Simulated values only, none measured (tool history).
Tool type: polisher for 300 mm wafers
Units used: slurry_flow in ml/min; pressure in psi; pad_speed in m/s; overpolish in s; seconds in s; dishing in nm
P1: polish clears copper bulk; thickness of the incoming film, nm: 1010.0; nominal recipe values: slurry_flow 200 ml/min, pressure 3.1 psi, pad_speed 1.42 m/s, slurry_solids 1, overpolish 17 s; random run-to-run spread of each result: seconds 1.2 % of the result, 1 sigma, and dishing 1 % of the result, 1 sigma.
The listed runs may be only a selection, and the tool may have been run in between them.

run    day  slurry_flow  pressure  pad_speed  slurry_solids  overpolish  wafers polished on this pad  hours since the slurry nozzle was cleaned  hours since the head pressure was calibrated  hours since the slurry blender was calibrated  seconds  dishing
  1  0.625          200       3.1       1.42              1          17                          372                                      369.6                                         152.6                                          100.2   67.491   101.16
  2  0.912          120       3.1       1.42              1          17                          426                                      376.5                                         159.5                                          107.1   71.323   98.155
  3  1.221          200       3.1       1.42              1          17                          485                                      383.9                                         166.9                                          114.5    67.17   101.38
  4  1.862          200       3.1       1.42              1          17                          607                                      399.3                                         182.3                                          129.9   66.875   100.91
  5  2.362          200       3.1       1.42           1.45          17                          702                                      411.3                                         194.3                                          141.9   61.488    104.2
  6  2.712          200       4.9       1.42              1          17                          768                                      419.7                                         202.7                                          150.3   42.275   127.79
  7  3.367          200       3.1        2.1              1          17                          892                                      435.4                                         218.4                                            166   46.238    113.7
     3.858  -- worn pad replaced by a new one
  8  3.933          250       3.1       1.42              1          17                           14                                        449                                           232                                          179.6   64.289   102.31
  9  4.508          200       3.1       1.42            0.5          17                          123                                      462.8                                         245.8                                          193.4   78.123   96.598
 10      5          200       3.1       0.74              1          17                          217                                      474.6                                         257.6                                          205.2   125.72   70.704
 11  5.571          200       3.1       1.42              1           5                          325                                      488.3                                         271.3                                          218.9   64.974   47.749
 12  6.229          265       3.1       1.42              1           7                          450                                      504.1                                         287.1                                          234.7    63.11   63.624
 13  6.554          200       1.4       1.42              1          17                          512                                      511.9                                         294.9                                          242.5   148.55   58.168
 14  7.138          200       3.1       1.42              1          17                          622                                      525.9                                         308.9                                          256.5   67.495   102.46

Run 15 comes next. What will it give?
 15  7.596          200       3.1       1.42              1          17                          709                                      536.9                                         319.9                                          267.5        ?        ?

Logged for run 15: seconds 66.457 s, dishing 102.27 nm.

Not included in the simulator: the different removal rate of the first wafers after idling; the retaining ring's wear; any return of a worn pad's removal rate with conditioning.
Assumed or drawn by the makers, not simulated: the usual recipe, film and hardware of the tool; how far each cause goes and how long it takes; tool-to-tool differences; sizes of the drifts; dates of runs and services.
